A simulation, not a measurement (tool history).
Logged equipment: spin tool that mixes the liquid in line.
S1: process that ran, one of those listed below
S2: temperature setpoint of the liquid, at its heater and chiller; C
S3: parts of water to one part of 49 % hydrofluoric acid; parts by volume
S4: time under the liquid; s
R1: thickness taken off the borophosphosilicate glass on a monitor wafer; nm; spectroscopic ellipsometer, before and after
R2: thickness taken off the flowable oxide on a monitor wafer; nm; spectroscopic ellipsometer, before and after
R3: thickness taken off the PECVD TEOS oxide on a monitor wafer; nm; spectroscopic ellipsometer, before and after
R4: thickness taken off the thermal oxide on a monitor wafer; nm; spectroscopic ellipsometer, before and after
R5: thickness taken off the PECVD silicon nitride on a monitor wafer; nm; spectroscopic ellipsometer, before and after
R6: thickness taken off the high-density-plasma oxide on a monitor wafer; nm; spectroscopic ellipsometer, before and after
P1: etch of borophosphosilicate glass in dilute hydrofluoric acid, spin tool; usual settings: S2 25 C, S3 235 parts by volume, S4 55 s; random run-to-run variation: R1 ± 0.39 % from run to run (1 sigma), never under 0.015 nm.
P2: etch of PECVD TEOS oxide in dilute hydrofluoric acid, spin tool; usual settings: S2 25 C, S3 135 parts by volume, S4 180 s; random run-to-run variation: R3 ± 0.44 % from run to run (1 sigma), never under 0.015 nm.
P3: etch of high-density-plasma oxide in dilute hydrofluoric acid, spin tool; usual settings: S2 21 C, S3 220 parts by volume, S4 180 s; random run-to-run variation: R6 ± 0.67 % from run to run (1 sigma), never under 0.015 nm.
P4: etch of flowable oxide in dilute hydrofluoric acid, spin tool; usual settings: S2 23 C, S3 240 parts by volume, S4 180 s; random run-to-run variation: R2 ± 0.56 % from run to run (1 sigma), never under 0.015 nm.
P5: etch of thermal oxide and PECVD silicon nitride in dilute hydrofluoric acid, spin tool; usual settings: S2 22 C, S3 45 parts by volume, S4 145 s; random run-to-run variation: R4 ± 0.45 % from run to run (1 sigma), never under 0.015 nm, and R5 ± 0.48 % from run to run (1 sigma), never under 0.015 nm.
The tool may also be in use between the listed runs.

{"run": 1, "hour": 7.1, "S1": "P1", "S2": 25, "S3": 235, "S4": 55, "R1": 7.4586}
{"run": 2, "hour": 16.2, "S1": "P4", "S2": 23, "S3": 140, "S4": 180, "R2": 60.158}
{"run": 3, "hour": 23.5, "S1": "P1", "S2": 25, "S3": 235, "S4": 55, "R1": 7.4946}
{"run": 4, "hour": 29.7, "S1": "P1", "S2": 25, "S3": 235, "S4": 15, "R1": 2.051}
{"run": 5, "hour": 36.9, "S1": "P1", "S2": 25, "S3": 235, "S4": 55, "R1": 7.5023}
{"run": 6, "hour": 41.8, "S1": "P4", "S2": 18, "S3": 240, "S4": 180, "R2": 25.992}
{"run": 7, "hour": 50.1, "S1": "P2", "S2": 19.5, "S3": 135, "S4": 180, "R3": 9.7621}
{"run": 8, "hour": 56.2, "S1": "P5", "S2": 22, "S3": 80, "S4": 145, "R4": 7.9271, "R5": 5.3149}
{"run": 9, "hour": 60.4, "S1": "P1", "S2": 25, "S3": 235, "S4": 110, "R1": 15.06}
{"run": 10, "hour": 67.1, "S1": "P5", "S2": 22, "S3": 45, "S4": 145, "R4": 14.867, "R5": 9.2188}
{"run": 11, "hour": 73.5, "S1": "P4", "S2": 23, "S3": 240, "S4": 180, "R2": 31.522}
{"run": 12, "hour": 78.6, "S1": "P5", "S2": 22, "S3": 45, "S4": 250, "R4": 25.465, "R5": 16.051}
{"run": 13, "hour": 86.7, "S1": "P1", "S2": 18.5, "S3": 235, "S4": 55, "R1": 5.9317}
{"run": 14, "hour": 94.3, "S1": "P1", "S2": 25, "S3": 100, "S4": 55, "R1": 20.456}
{"run": 15, "hour": 102.5, "S1": "P1", "S2": 30, "S3": 235, "S4": 55, "R1": 8.8996}
{"run": 16, "hour": 111.2, "S1": "P2", "S2": 25, "S3": 135, "S4": 180, "R3": 12.199}
{"run": 17, "hour": 116.5, "S1": "P3", "S2": 21, "S3": 220, "S4": 300, "R6": 5.5064}
{"run": 18, "hour": 120.6, "S1": "P1", "S2": 25, "S3": 235, "S4": 55, "R1": 7.526}
{"run": 19, "hour": 124.8, "S1": "P5", "S2": 28.5, "S3": 45, "S4": 145, "R4": 19.135, "R5": 14.511}
{"run": 20, "hour": 133.4, "S1": "P3", "S2": 29, "S3": 220, "S4": 180, "R6": 4.3851}
{"run": 21, "hour": 140.0, "S1": "P3", "S2": 21, "S3": 35, "S4": 180, "R6": 25.758}
{"run": 22, "hour": 144.0, "S1": "P1", "S2": 25, "S3": 435, "S4": 55, "R1": 3.2992}
{"run": 23, "hour": 151.7, "S1": "P1", "S2": 25, "S3": 235, "S4": 55, "R1": 7.458}
{"run": 24, "hour": 157.1, "S1": "P3", "S2": 21, "S3": 220, "S4": 180, "R6": 3.3737}
{"run": 25, "hour": 166.2, "S1": "P4", "S2": 23, "S3": 240, "S4": 90, "R2": 15.903}
{"hour": 174.7, "done": "thermometer replaced"}
{"run": 26, "hour": 175.2, "S1": "P5", "S2": 22, "S3": 45, "S4": 145, "R4": 14.806, "R5": 9.3021}
{"run": 27, "hour": 179.5, "S1": "P2", "S2": 25, "S3": 135, "S4": 80, "R3": 5.385}
{"run": 28, "hour": 184.3, "S1": "P1", "S2": 25, "S3": 130, "S4": 110, "R1": 30.768}
{"run": 29, "hour": 188.8, "S1": "P2", "S2": 25, "S3": 190, "S4": 180, "R3": 8.0592}
{"run": 30, "hour": 197.7, "S1": "P1", "S2": 25, "S3": 235, "S4": 55, "R1": 7.5144}
{"run": 31, "hour": 204.7, "S1": "P1", "S2": 25, "S3": 235, "S4": 55, "R1": 7.4748}
{"run": 32, "hour": 210.8, "S1": "P1", "S2": 25, "S3": 235, "S4": 55, "R1": 7.3813}
{"run": 33, "hour": 219.4, "S1": "P1", "S2": 25, "S3": 235, "S4": 55, "R1": 7.2672}
{"run": 34, "hour": 224.4, "S1": "P1", "S2": 25, "S3": 235, "S4": 55, "R1": 7.1837}
{"run": 35, "hour": 233.1, "S1": "P1", "S2": 25, "S3": 235, "S4": 55, "R1": 7.1626}
{"run": 36, "hour": 238.7, "S1": "P1", "S2": 25, "S3": 235, "S4": 55, "R1": 7.0968}
{"run": 37, "hour": 244.4, "S1": "P1", "S2": 25, "S3": 235, "S4": 55, "R1": 7.0445}
{"run": 38, "hour": 249.2, "S1": "P1", "S2": 25, "S3": 235, "S4": 55, "R1": 7.1353}
{"run": 39, "hour": 257.2, "S1": "P1", "S2": 25, "S3": 235, "S4": 55, "R1": 7.019}
{"run": 40, "hour": 262.1, "S1": "P1", "S2": 25, "S3": 235, "S4": 55, "R1": 7.1007}
{"run": 41, "hour": 269.1, "S1": "P1", "S2": 25, "S3": 235, "S4": 55, "R1": 7.0647}

P1 has crept away from where it was. The log is fitted equally well by each of these 2 causes, at the sizes shown:
A: liquid colder than its thermometer reads (K) = 1.6
B: hydrofluoric acid flow below the setpoint (%) = 4.49
At approximately hour 204.7, the process output began to creep.

Listed below are the offered check runs, one wafer per run, with question marks in place of results. For which of them would the causes give clearly different outcomes?
{"run": "check 1", "hour": 276.1, "S1": "P5", "S2": 22, "S3": 45, "S4": 145, "R4": "?", "R5": "?"}
{"run": "check 2", "hour": 276.1, "S1": "P4", "S2": 23, "S3": 240, "S4": 180, "R2": "?"}
{"run": "check 3", "hour": 276.1, "S1": "P3", "S2": 21, "S3": 220, "S4": 180, "R6": "?"}
{"run": "check 4", "hour": 276.1, "S1": "P2", "S2": 25, "S3": 135, "S4": 180, "R3": "?"}

Check results expected under each cause:
check=check_1 result=R4 if_A=13.804 if_B=14.067
check=check_1 result=R5 if_A=8.3212 if_B=8.8852
check=check_2 result=R2 if_A=29.786 if_B=29.835
check=check_3 result=R6 if_A=3.114 if_B=3.1293
check=check_4 result=R3 if_A=11.389 if_B=11.483
Distance between the nearest two causes, measured in the result of the check that separates them most: check 1 6.56 %; check 2 0.16 %; check 3 0.49 %; check 4 0.82 %
The other checks would show nearly matching results whichever cause is true, so check 1 is the only one that separates the causes.

Running check 1 produced the following: R4 13.847 nm; R5 8.303 nm. Which one of the listed causes fits?

Of the candidate causes, it is A: liquid colder than its thermometer reads (K).
